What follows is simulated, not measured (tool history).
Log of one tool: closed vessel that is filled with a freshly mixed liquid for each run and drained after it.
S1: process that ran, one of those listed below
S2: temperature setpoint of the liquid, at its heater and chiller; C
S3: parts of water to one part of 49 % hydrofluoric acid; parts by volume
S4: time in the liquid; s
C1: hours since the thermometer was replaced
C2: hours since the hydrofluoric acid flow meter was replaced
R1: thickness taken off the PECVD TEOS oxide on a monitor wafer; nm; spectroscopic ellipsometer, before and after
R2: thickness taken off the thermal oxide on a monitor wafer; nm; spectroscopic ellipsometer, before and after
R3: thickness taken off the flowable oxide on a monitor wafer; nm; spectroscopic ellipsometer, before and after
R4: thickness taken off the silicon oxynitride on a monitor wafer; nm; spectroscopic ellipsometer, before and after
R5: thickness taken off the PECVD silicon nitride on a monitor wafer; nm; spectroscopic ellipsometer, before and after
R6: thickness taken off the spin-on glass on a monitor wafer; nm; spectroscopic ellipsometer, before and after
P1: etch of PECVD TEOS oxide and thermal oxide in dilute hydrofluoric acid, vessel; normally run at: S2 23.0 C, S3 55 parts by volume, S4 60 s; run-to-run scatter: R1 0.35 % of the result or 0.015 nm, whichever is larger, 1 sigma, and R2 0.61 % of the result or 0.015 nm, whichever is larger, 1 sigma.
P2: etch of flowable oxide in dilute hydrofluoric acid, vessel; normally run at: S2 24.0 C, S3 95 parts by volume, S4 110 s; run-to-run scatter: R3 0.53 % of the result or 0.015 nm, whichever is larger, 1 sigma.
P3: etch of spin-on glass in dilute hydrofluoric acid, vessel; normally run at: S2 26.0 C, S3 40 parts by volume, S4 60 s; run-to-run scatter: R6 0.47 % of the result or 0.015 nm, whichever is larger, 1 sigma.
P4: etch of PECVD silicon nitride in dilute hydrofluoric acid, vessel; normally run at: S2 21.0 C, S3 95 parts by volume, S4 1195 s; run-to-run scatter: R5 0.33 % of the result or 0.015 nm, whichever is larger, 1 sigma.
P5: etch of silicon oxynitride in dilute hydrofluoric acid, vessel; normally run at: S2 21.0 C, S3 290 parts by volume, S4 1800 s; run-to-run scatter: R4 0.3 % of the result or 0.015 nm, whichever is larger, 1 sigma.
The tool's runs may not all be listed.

run 1 day=0.575 | S1=P1 S2=23.0 S3=55 S4=60 | C1=1584.2 C2=710.3 | R1=19.5350 R2=5.1301
run 2 day=1.050 | S1=P1 S2=23.0 S3=100 S4=30 | C1=1595.6 C2=721.7 | R1=5.0855 R2=1.3014
run 3 day=1.646 | S1=P2 S2=24.0 S3=95 S4=110 | C1=1609.9 C2=736.0 | R3=25.1170
run 4 day=2.225 | S1=P5 S2=21.0 S3=410 S4=1800 | C1=1623.8 C2=749.9 | R4=14.498
run 5 day=2.762 | S1=P2 S2=24.0 S3=150 S4=110 | C1=1636.7 C2=762.8 | R3=14.9060
run 6 day=3.367 | S1=P1 S2=23.0 S3=55 S4=60 | C1=1651.2 C2=777.3 | R1=19.5290 R2=5.1927
run 7 day=4.058 | S1=P2 S2=17.0 S3=95 S4=110 | C1=1667.8 C2=793.9 | R3=19.0270
run 8 day=4.396 | S1=P2 S2=24.0 S3=95 S4=35 | C1=1675.9 C2=802.0 | R3=7.9693
run 9 day=4.725 | S1=P1 S2=23.0 S3=55 S4=60 | C1=1683.8 C2=809.9 | R1=19.4940 R2=5.1857
run 10 day=5.071 | S1=P1 S2=23.0 S3=55 S4=60 | C1=1692.1 C2=818.2 | R1=19.4360 R2=5.1694
run 11 day=5.500 | S1=P1 S2=23.0 S3=55 S4=60 | C1=1702.4 C2=828.5 | R1=19.5130 R2=5.1214
run 12 day=6.000 | S1=P4 S2=17.0 S3=95 S4=1195 | C1=1714.4 C2=840.5 | R5=13.6890
run 13 day=6.404 | S1=P5 S2=21.0 S3=290 S4=950 | C1=1724.1 C2=850.2 | R4=11.713
run 14 day=7.104 | S1=P1 S2=23.0 S3=95 S4=60 | C1=1740.9 C2=867.0 | R1=10.6970 R2=2.8793
run 15 day=7.504 | S1=P3 S2=29.5 S3=40 S4=60 | C1=1750.5 C2=876.6 | R6=66.205
run 16 day=8.100 | S1=P4 S2=21.0 S3=95 S4=1195 | C1=1764.8 C2=890.9 | R5=17.9840
run 17 day=8.804 | S1=P1 S2=23.0 S3=30 S4=60 | C1=1781.7 C2=907.8 | R1=36.8310 R2=9.6765
run 18 day=9.346 | S1=P3 S2=26.0 S3=40 S4=60 | C1=1794.7 C2=920.8 | R6=57.505
run 19 day=9.867 | S1=P3 S2=26.0 S3=20 S4=60 | C1=1807.2 C2=933.3 | R6=118.930
run 20 day=10.438 | S1=P3 S2=26.0 S3=40 S4=60 | C1=1820.9 C2=947.0 | R6=57.519
run 21 day=10.900 | S1=P1 S2=17.0 S3=55 S4=60 | C1=1832.0 C2=958.1 | R1=15.1340 R2=4.0028
run 22 day=11.483 | S1=P5 S2=21.0 S3=290 S4=1800 | C1=1846.0 C2=972.1 | R4=22.116
run 23 day=11.954 | S1=P4 S2=21.0 S3=95 S4=430 | C1=1857.3 C2=983.4 | R5=6.4725
run 24 day=12.454 | S1=P3 S2=26.0 S3=40 S4=95 | C1=1869.3 C2=995.4 | R6=90.769
run 25 day=13.012 | S1=P1 S2=27.0 S3=55 S4=60 | C1=1882.7 C2=1008.8 | R1=22.8260 R2=6.0434
run 26 day=13.692 | S1=P1 S2=23.0 S3=55 S4=30 | C1=1899.0 C2=1025.1 | R1=9.7403 R2=2.6132
run 27 day=14.408 | S1=P1 S2=23.0 S3=55 S4=110 | C1=1916.2 C2=1042.3 | R1=35.6400 R2=9.5983
run 28 day=14.921 | S1=P5 S2=17.0 S3=290 S4=1800 | C1=1928.5 C2=1054.6 | R4=18.496
run 29 day=15.333 | S1=P1 S2=23.0 S3=55 S4=60 | C1=1938.4 C2=1064.5 | R1=19.4780 R2=5.1813
run 30 day=15.796 | S1=P4 S2=21.0 S3=165 S4=1195 | C1=1949.5 C2=1075.6 | R5=10.4830
run 31 day=16.421 | S1=P4 S2=21.0 S3=95 S4=1195 | C1=1964.5 C2=1090.6 | R5=18.0000
run 32 day=16.817 | S1=P1 S2=23.0 S3=55 S4=60 | C1=1974.0 C2=1100.1 | R1=19.4740 R2=5.2060
run 33 day=17.150 | S1=P1 S2=23.0 S3=55 S4=60 | C1=1982.0 C2=1108.1 | R1=19.9380 R2=5.2513
run 34 day=17.475 | S1=P1 S2=23.0 S3=55 S4=60 | C1=1989.8 C2=1115.9 | R1=20.3500 R2=5.3409
run 35 day=17.908 | S1=P1 S2=23.0 S3=55 S4=60 | C1=2000.2 C2=1126.3 | R1=20.5570 R2=5.4710
run 36 day=18.329 | S1=P1 S2=23.0 S3=55 S4=60 | C1=2010.3 C2=1136.4 | R1=20.7940 R2=5.5255
run 37 day=18.821 | S1=P1 S2=23.0 S3=55 S4=60 | C1=2022.1 C2=1148.2 | R1=20.8970 R2=5.5229
run 38 day=19.379 | S1=P1 S2=23.0 S3=55 S4=60 | C1=2035.5 C2=1161.6 | R1=21.0220 R2=5.5743
run 39 day=19.938 | S1=P1 S2=23.0 S3=55 S4=60 | C1=2048.9 C2=1175.0 | R1=21.1250 R2=5.6437
run 40 day=20.638 | S1=P1 S2=23.0 S3=55 S4=60 | C1=2065.7 C2=1191.8 | R1=21.0890 R2=5.5730
run 41 day=20.996 | S1=P1 S2=23.0 S3=55 S4=60 | C1=2074.3 C2=1200.4 | R1=21.2810 R2=5.6335

What P1 gives has crept away from where it was. These 2 causes fit the log equally well, each at the size given:
A: hydrofluoric acid flow above the setpoint (%) = 8.07
B: liquid hotter than its thermometer reads (K) = 2.03
The creep began at about day 16.817.

4 check runs are offered, one wafer each, their results left as question marks. Which one tells the causes apart?
run check 1 day=21.354 | S1=P4 S2=21.0 S3=95 S4=1195 | R5=?
run check 2 day=21.354 | S1=P2 S2=24.0 S3=95 S4=110 | R3=?
run check 3 day=21.354 | S1=P5 S2=21.0 S3=290 S4=1800 | R4=?
run check 4 day=21.354 | S1=P3 S2=26.0 S3=40 S4=60 | R6=?

What each check would give under each cause:
check=check_1 result=R5 if_A=19.4350 if_B=20.6440
check=check_2 result=R3 if_A=27.6390 if_B=27.4620
check=check_3 result=R4 if_A=24.321 if_B=24.251
check=check_4 result=R6 if_A=62.401 if_B=62.425
How far apart the two closest causes lie, in the result that separates them most: check 1 6.03 %; check 2 0.64 %; check 3 0.29 %; check 4 0.04 %
Only check 1 tells the causes apart: in the others they would give nearly the same result.

Then check 1 was run and gave: R5 19.4010 nm. Which cause is it?

It is A: hydrofluoric acid flow above the setpoint (%).

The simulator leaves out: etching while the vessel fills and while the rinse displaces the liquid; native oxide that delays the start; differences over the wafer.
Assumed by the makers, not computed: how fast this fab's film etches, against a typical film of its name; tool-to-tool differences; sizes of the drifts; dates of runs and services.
